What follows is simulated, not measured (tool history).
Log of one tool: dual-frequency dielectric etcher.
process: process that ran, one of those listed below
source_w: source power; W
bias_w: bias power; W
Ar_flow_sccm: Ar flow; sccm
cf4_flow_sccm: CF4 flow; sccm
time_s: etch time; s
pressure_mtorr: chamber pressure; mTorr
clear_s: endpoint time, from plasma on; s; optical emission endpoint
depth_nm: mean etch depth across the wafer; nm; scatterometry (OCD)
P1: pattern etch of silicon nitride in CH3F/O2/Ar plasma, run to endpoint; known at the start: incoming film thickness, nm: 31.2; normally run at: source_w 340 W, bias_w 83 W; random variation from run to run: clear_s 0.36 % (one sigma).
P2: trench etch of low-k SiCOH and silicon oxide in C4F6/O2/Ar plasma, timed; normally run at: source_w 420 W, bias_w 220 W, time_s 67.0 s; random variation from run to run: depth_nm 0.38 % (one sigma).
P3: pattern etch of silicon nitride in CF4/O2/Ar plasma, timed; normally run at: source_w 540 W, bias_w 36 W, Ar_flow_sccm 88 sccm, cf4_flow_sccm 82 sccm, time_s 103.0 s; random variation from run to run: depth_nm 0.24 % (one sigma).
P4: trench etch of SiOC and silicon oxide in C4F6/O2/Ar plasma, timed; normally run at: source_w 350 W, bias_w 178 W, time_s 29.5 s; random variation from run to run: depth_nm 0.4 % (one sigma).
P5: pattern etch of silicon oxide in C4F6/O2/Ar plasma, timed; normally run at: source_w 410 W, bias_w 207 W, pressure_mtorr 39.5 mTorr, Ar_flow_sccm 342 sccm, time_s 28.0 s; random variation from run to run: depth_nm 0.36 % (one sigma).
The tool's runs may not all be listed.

run	hour	process	source_w	bias_w	Ar_flow_sccm	cf4_flow_sccm	time_s	pressure_mtorr	hours since the last wet clean	hours since the last source power generator calibration	hours since the last bias power generator calibration	clear_s	depth_nm
1	8.1	P1	340	83					333.6	1510.6	1469.9	45.280	
2	17.6	P3	540	36	88	82	103.0		343.1	1520.1	1479.4		182.870
3	26.3	P1	270	83					351.8	1528.8	1488.1	49.450	
4	32.1	P4	350	107			29.5		357.6	1534.6	1493.9		47.378
5	39.4	P2	420	220			67.0		364.9	1541.9	1501.2		234.520
6	46.3	P4	350	178			29.5		371.8	1548.8	1508.1		55.047
7	56.3	P5	410	207	342		28.0	39.5	381.8	1558.8	1518.1		85.645
8	62.3	P3	540	36	88	53	103.0		387.8	1564.8	1524.1		169.810
9	67.6	P4	490	178			29.5		393.1	1570.1	1529.4		62.877
10	74.0	P1	340	83					399.5	1576.5	1535.8	45.333	
11	81.3	P2	310	220			67.0		406.8	1583.8	1543.1		209.050
12	86.8	P5	410	207	342		15.5	39.5	412.3	1589.3	1548.6		47.973
13	96.4	P3	710	36	88	82	103.0		421.9	1598.9	1558.2		232.410
14	104.6	P5	410	150	342		28.0	39.5	430.1	1607.1	1566.4		78.063
15	111.3	P1	460	83					436.8	1613.8	1573.1	40.514	
16	118.5	P1	340	83					444.0	1621.0	1580.3	45.379	
17	125.2	P5	550	207	342		28.0	39.5	450.7	1627.7	1587.0		96.678
18	133.7	P1	340	63					459.2	1636.2	1595.5	49.771	
19	144.0	P5	410	207	245		28.0	39.5	469.5	1646.5	1605.8		88.663
20	153.0	P4	350	178			16.0		478.5	1655.5	1614.8		29.674
21	162.4	P2	420	220			67.0		487.9	1664.9	1624.2		234.610
22	169.6	P5	410	207	342		28.0	39.5	495.1	1672.1	1631.4		86.352
# hour 174.8: source power generator calibrated
23	175.6	P3	540	25	88	82	103.0		501.1	0.8	1637.4		162.390
24	184.0	P1	340	106					509.5	9.2	1645.8	41.168	
# hour 191.3: wet clean of the chamber
25	194.0	P1	340	83					2.8	19.2	1655.8	45.225	
26	204.3	P3	540	36	55	82	103.0		13.1	29.5	1666.1		194.990
27	211.4	P1	230	97					20.2	36.6	1673.2	49.450	
28	217.5	P3	540	36	88	82	103.0		26.3	42.7	1679.3		182.590
29	227.5	P1	340	83					36.3	52.7	1689.3	45.263	
30	233.3	P3	540	36	88	82	144.0		42.1	58.5	1695.1		255.270
31	240.8	P1	340	83					49.6	66.0	1702.6	45.290	
32	249.1	P2	420	275			67.0		57.9	74.3	1710.9		251.280
33	254.3	P5	410	207	342		28.0	47.5	63.1	79.5	1716.1		84.185
34	262.5	P2	420	220			92.5		71.3	87.7	1724.3		322.920
35	269.5	P1	340	83					78.3	94.7	1731.3	45.051	
36	275.9	P1	340	83					84.7	101.1	1737.7	45.585	
37	280.7	P1	340	83					89.5	105.9	1742.5	45.624	
38	286.1	P1	340	83					94.9	111.3	1747.9	45.892	
39	294.6	P1	340	83					103.4	119.8	1756.4	45.601	
40	299.6	P1	340	83					108.4	124.8	1761.4	45.719	
41	307.9	P1	340	83					116.7	133.1	1769.7	46.036	
42	314.1	P1	340	83					122.9	139.3	1775.9	46.185	
43	318.8	P1	340	83					127.6	144.0	1780.6	46.137	
# hour 323.6: wet clean of the chamber
44	327.1	P1	340	83					3.6	152.3	1788.9	45.993	
45	336.3	P1	340	83					12.8	161.5	1798.1	45.712	
46	345.3	P1	340	83					21.8	170.5	1807.1	46.284	

What P1 gives has crept away from where it was. These 2 causes fit the log equally well, each at the size given:
A: bias power that arrives under what is set, % = 4.97
B: source power that arrives under what is set, % = 4.73
The creep began at about hour 269.5.
Why every other cause is out:
chamber walls in a state that lowers the etch rate, %: serviced at hour 323.6, which brought nothing back

4 check runs are offered, one wafer each, their results left as question marks. Which one tells the causes apart?
check 1	354.3	P3	540	36	88	82	103.0						?
check 2	354.3	P2	420	220			67.0						?
check 3	354.3	P5	410	207	342		28.0	39.5					?
check 4	354.3	P4	350	178			29.5						?

What each check would give under each cause:
check	result	if A	if B
check 1	depth_nm	179.650	175.220
check 2	depth_nm	230.940	230.470
check 3	depth_nm	84.752	84.562
check 4	depth_nm	54.179	54.036
How far apart the two closest causes lie, in the result that separates them most: check 1 2.5 %; check 2 0.2 %; check 3 0.22 %; check 4 0.26 %
Only check 1 tells the causes apart: in the others they would give nearly the same result.

Then check 1 was run and gave: depth_nm 180.170 nm. Which cause is it?

It is A: bias power that arrives under what is set, %.

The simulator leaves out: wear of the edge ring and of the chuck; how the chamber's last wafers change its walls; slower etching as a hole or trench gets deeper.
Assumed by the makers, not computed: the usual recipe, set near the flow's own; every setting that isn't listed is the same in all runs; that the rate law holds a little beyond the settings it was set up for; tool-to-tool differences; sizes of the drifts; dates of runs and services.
